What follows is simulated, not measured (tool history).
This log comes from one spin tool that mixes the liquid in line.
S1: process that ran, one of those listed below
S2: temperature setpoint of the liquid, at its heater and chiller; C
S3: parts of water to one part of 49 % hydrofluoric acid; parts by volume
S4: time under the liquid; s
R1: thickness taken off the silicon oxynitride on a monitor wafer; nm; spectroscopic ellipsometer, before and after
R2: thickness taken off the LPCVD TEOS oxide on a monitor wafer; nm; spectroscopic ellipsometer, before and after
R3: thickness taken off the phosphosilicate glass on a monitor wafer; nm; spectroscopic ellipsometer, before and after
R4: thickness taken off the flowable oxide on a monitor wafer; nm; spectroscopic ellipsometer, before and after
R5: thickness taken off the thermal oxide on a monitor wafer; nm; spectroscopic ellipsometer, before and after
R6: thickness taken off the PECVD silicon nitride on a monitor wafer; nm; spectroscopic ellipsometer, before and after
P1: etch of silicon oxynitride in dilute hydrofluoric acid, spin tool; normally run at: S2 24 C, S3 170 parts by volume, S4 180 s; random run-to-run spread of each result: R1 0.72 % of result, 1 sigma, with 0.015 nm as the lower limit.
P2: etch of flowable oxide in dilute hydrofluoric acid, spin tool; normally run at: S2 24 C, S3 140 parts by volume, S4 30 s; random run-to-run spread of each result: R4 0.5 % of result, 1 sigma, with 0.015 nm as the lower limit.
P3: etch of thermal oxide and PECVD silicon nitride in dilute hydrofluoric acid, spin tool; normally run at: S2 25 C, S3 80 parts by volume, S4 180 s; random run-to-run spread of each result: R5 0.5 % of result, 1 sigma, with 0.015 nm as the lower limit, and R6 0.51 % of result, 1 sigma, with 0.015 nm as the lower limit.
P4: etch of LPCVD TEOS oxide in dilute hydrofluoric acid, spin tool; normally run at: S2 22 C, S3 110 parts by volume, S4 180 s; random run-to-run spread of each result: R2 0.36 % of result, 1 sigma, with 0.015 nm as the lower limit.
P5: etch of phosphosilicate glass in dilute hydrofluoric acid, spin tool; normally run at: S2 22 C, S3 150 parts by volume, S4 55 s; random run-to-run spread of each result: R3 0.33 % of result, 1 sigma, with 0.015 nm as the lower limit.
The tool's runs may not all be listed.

run,hour,S1,S2,S3,S4,R1,R2,R3,R4,R5,R6
1,16.2,P1,24,170,180,3.4309,,,,,
2,27.7,P4,22,110,60,,15.004,,,,
3,40.3,P4,22,20,180,,278.59,,,,
4,57.7,P1,24,170,310,5.8977,,,,,
5,74.4,P1,19,170,180,2.7058,,,,,
6,83.4,P5,22,150,55,,,35.137,,,
7,96.6,P1,19.5,170,280,4.3147,,,,,
8,112.3,P1,24,170,180,3.4315,,,,,
9,128.1,P1,24,170,60,1.1601,,,,,
10,145.9,P1,24,70,180,9.0265,,,,,
11,157.5,P2,24,140,60,,,,14.159,,
12,176,P1,29,170,55,1.2754,,,,,
13,188.2,P1,24,170,180,3.4329,,,,,
14,204.5,P3,25,80,180,,,,,11.72,13.604
15,214.2,P3,25,80,30,,,,,1.942,2.2847
16,225.7,P2,18.5,140,30,,,,5.6783,,
17,238.6,P5,22,150,55,,,35.044,,,
18,256.9,P2,24,140,30,,,,7.1194,,
19,273.5,P5,22,150,15,,,9.5536,,,
20,283.9,P1,24,300,270,2.6733,,,,,
21,296.4,P4,22,110,180,,45.125,,,,
22,305.1,P5,22,30,55,,,202.44,,,
23,317.8,P1,32,170,180,4.8843,,,,,
24,326.9,P3,32,80,180,,,,,15.297,21.362
25,337.5,P5,29,150,55,,,45.75,,,
26,356.4,P1,24,240,180,2.3359,,,,,
27,365.6,P1,24,170,180,3.4262,,,,,
28,376.8,P1,24,170,180,3.4151,,,,,
29,388.2,P3,25,125,180,,,,,7.0792,8.7602
30,406.4,P2,24,50,30,,,,22.374,,
31,416.1,P4,29,110,180,,59.497,,,,
32,434.1,P1,24,170,180,3.4027,,,,,
33,450.2,P1,24,170,180,3.5403,,,,,
34,460.3,P1,24,170,180,3.5933,,,,,
35,470.5,P1,24,170,180,3.6468,,,,,
36,488.2,P1,24,170,180,3.6553,,,,,
37,498.5,P1,24,170,180,3.6773,,,,,
38,510.1,P1,24,170,180,3.6567,,,,,
39,520.8,P1,24,170,180,3.6676,,,,,

P1 no longer gives what it gave before; its output has crept away from where it was. The following 2 causes, each at its listed size, fit the log equally well:
A: hydrofluoric acid flow above the setpoint (%) = 6.67
B: liquid hotter than its thermometer reads (K) = 1.63
Onset of the creep was near hour 434.1.

Below are 4 check runs, each on a single wafer, with their results shown as question marks. Which of them would tell the listed causes apart, meaning the causes would give clearly different results under it?
check 1,531.5,P4,28.5,35,180,,?,,,,
check 2,531.5,P3,25,115,180,,,,,?,?
check 3,531.5,P5,22,40,20,,,?,,,
check 4,531.5,P2,24,50,55,,,,?,,

Predicted outcomes, by check and by cause:
check,result,if A,if B
check 1,R2,218.27,217.68
check 2,R5,8.3664,8.2777
check 2,R6,10.207,10.635
check 3,R3,58.257,58.288
check 4,R4,43.751,43.657
Distance between the nearest two causes, measured in the result of the check that separates them most: check 1 0.27 %; check 2 4.11 %; check 3 0.05 %; check 4 0.22 %
The other checks would show nearly matching results whichever cause is true, so check 2 is the only one that separates the causes.

Running check 2 produced the following: R5 8.3262 nm; R6 10.103 nm. Which one of the listed causes fits?

It is A: hydrofluoric acid flow above the setpoint (%).

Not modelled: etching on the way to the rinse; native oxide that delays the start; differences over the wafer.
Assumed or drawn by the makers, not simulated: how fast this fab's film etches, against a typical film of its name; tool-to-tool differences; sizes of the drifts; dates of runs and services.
